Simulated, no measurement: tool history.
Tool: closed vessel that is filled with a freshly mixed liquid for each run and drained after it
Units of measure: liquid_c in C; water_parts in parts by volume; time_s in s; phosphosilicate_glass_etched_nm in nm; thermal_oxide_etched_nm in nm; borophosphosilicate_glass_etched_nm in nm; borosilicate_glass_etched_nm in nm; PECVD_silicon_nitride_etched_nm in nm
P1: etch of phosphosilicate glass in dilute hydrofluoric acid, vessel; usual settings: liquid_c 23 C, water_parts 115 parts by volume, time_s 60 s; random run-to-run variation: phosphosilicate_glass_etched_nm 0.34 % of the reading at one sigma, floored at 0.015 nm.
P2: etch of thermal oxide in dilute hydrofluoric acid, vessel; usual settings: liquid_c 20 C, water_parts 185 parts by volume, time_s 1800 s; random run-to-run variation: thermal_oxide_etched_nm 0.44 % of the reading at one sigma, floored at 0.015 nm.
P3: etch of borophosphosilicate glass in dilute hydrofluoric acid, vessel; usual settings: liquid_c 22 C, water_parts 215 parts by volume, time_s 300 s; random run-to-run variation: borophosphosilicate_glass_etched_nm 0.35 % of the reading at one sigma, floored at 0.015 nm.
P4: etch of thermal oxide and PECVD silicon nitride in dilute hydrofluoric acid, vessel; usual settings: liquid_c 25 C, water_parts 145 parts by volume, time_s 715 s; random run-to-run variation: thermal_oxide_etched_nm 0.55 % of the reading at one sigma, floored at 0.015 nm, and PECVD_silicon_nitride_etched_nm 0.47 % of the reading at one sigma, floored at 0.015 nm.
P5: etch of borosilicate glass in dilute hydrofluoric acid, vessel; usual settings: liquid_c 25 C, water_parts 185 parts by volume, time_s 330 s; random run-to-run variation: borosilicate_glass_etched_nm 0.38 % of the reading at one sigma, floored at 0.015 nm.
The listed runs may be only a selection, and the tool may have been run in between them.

run,hour,process,liquid_c,water_parts,time_s,hours since the thermometer was replaced,hours since the hydrofluoric acid flow meter was replaced,phosphosilicate_glass_etched_nm,thermal_oxide_etched_nm,borophosphosilicate_glass_etched_nm,borosilicate_glass_etched_nm,PECVD_silicon_nitride_etched_nm
1,8,P1,23,115,60,1076.6,402,70.71,,,,
2,22.2,P1,23,60,60,1090.8,416.2,144.12,,,,
3,40.2,P1,23,115,60,1108.8,434.2,70.669,,,,
4,57.7,P2,17,185,1800,1126.3,451.7,,33.244,,,
5,71.8,P3,22,215,485,1140.4,465.8,,,71.29,,
6,87.2,P1,26,40,60,1155.8,481.2,254.47,,,,
7,96.7,P5,25,185,330,1165.3,490.7,,,,46.369,
8,109.2,P1,23,115,30,1177.8,503.2,35.417,,,,
9,117.3,P1,30,115,60,1185.9,511.3,92.864,,,,
10,128,P3,22,215,300,1196.6,522,,,43.555,,
11,142.9,P2,20,185,2830,1211.5,536.9,,58.329,,,
12,151.5,P5,25,185,330,1220.1,545.5,,,,46.191,
13,164.9,P1,23,115,115,1233.5,558.9,135.23,,,,
14,177.6,P1,19,115,60,1246.2,571.6,59.82,,,,
15,188,P1,23,115,60,1256.6,582,70.752,,,,
16,202,P1,23,165,60,1270.6,596,46.698,,,,
17,215.9,P1,23,115,60,1284.5,609.9,70.495,,,,
18,225.8,P1,31,180,60,1294.4,619.8,55.93,,,,
19,239.6,P4,25,245,715,1308.2,633.6,,11.902,,,8.183
20,257.3,P2,20,185,1800,1325.9,651.3,,37.411,,,
21,270.8,P5,17,185,330,1339.4,664.8,,,,33.972,
22,282.8,P1,23,115,60,1351.4,676.8,70.871,,,,
23,291.6,P4,25,145,715,1360.2,685.6,,22.645,,,13.774
24,309,P4,25,145,1300,1377.6,703,,41.466,,,25.19
25,318.6,P4,25,145,715,1387.2,712.6,,22.611,,,13.723
26,331.3,P3,30,215,300,1399.9,725.3,,,58.16,,
27,344.3,P5,25,185,645,1412.9,738.3,,,,90.97,
28,360.3,P4,29,145,715,1428.9,754.3,,26.33,,,17.613
29,369.1,P1,23,115,60,1437.7,763.1,70.727,,,,
30,377.4,P5,25,100,330,1446,771.4,,,,94.639,
31,388.3,P3,22,320,300,1456.9,782.3,,,26.611,,
32,406.1,P2,20,315,1800,1474.7,800.1,,19.576,,,
33,416.7,P1,23,115,60,1485.3,810.7,71.087,,,,
34,434.2,P1,23,115,60,1502.8,828.2,68.683,,,,
35,452,P1,23,115,60,1520.6,846,67.474,,,,
36,464.3,P1,23,115,60,1532.9,858.3,67.496,,,,
37,480.3,P1,23,115,60,1548.9,874.3,66.646,,,,
38,495.4,P1,23,115,60,1564,889.4,66.458,,,,
39,506.2,P1,23,115,60,1574.8,900.2,66.439,,,,

P1 has crept away from where it was. The log is fitted equally well by each of these 2 causes, at the sizes shown:
A: liquid colder than its thermometer reads (K) = 1.49
B: hydrofluoric acid flow below the setpoint (%) = 5.06
The onset of the drift is placed at about hour 416.7.

4 check runs are offered, one wafer each, their results left as question marks. Which one tells the causes apart?
check 1,517,P3,22,215,300,,,,,?,,
check 2,517,P5,25,185,330,,,,,,?,
check 3,517,P2,20,185,1800,,,,?,,,
check 4,517,P4,25,145,715,,,,?,,,?

Expected result of each check under each candidate cause:
check,result,if A,if B
check 1,borophosphosilicate_glass_etched_nm,41.334,41.037
check 2,borosilicate_glass_etched_nm,43.905,43.58
check 3,thermal_oxide_etched_nm,35.175,35.062
check 4,thermal_oxide_etched_nm,21.367,21.282
check 4,PECVD_silicon_nitride_etched_nm,12.513,13.082
Per check, the gap between the least separated pair of causes, taken in the result that splits them most: check 1 0.72 %; check 2 0.74 %; check 3 0.32 %; check 4 4.45 %
Check 4 is the one run that separates the causes; every other check would come out nearly the same whichever cause is at work.

Check 4 has now been run. It gave: thermal_oxide_etched_nm 21.327 nm; PECVD_silicon_nitride_etched_nm 12.53 nm. Which of the candidate causes is it?

Of the candidate causes, it is A: liquid colder than its thermometer reads (K).
